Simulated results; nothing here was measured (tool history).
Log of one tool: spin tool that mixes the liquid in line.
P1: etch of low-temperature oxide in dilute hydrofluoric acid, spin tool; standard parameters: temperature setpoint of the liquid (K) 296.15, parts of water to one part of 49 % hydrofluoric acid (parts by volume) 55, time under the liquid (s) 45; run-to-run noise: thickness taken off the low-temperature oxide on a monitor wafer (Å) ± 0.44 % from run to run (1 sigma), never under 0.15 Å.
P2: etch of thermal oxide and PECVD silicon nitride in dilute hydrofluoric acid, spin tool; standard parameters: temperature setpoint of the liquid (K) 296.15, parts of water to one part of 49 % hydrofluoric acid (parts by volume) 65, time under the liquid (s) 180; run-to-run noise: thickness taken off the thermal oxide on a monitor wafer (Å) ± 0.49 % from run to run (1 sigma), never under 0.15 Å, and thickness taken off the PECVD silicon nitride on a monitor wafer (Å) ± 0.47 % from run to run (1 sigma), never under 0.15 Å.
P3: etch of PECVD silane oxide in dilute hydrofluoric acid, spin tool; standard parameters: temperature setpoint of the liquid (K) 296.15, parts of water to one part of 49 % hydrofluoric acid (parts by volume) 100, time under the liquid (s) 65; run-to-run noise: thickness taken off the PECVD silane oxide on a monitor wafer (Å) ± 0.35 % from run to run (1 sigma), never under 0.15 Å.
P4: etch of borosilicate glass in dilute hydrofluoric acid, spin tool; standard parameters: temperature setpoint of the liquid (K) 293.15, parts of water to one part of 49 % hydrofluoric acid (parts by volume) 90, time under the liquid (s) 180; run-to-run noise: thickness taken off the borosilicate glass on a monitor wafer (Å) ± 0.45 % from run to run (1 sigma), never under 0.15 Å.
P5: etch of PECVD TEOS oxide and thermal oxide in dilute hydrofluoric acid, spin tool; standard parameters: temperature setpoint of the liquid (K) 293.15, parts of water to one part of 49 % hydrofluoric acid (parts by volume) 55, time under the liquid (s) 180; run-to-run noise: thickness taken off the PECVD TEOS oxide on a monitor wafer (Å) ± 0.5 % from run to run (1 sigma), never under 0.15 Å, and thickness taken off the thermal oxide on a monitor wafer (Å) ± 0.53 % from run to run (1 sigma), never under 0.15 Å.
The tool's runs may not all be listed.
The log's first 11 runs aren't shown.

run,hour,process that ran,temperature setpoint of the liquid (K),parts of water to one part of 49 % hydrofluoric acid (parts by volume),time under the liquid (s),thickness taken off the low-temperature oxide on a monitor wafer (Å),thickness taken off the thermal oxide on a monitor wafer (Å),thickness taken off the PECVD silicon nitride on a monitor wafer (Å),thickness taken off the PECVD TEOS oxide on a monitor wafer (Å),thickness taken off the PECVD silane oxide on a monitor wafer (Å),thickness taken off the borosilicate glass on a monitor wafer (Å)
12,76.2,P4,293.15,90,180,,,,,,397.07
13,83.7,P1,296.15,55,45,88.932,,,,,
14,91.6,P3,296.15,20,65,,,,,637.92,
15,96.9,P1,296.15,55,45,88.681,,,,,
16,101.7,P1,303.15,55,45,116.34,,,,,
17,107.5,P4,290.15,90,180,,,,,,347.97
18,113.5,P1,296.15,55,45,89.27,,,,,
19,119.3,P5,297.65,55,180,,165.26,,588.31,,
20,126.1,P5,293.15,20,180,,393.98,,1386.8,,
21,131,P2,296.15,65,15,,11.029,9.5821,,,
22,138.5,P1,296.15,55,45,88.332,,,,,
23,145.8,P4,293.15,90,15,,,,,,32.874
24,151.2,P3,296.15,100,65,,,,,115.01,

What does the tool deliver on the next run?
25,159.2,P5,293.15,55,180,,?,,?,,

Run 25 produced thickness taken off the thermal oxide on a monitor wafer (Å) 138.26, thickness taken off the PECVD TEOS oxide on a monitor wafer (Å) 486.72.

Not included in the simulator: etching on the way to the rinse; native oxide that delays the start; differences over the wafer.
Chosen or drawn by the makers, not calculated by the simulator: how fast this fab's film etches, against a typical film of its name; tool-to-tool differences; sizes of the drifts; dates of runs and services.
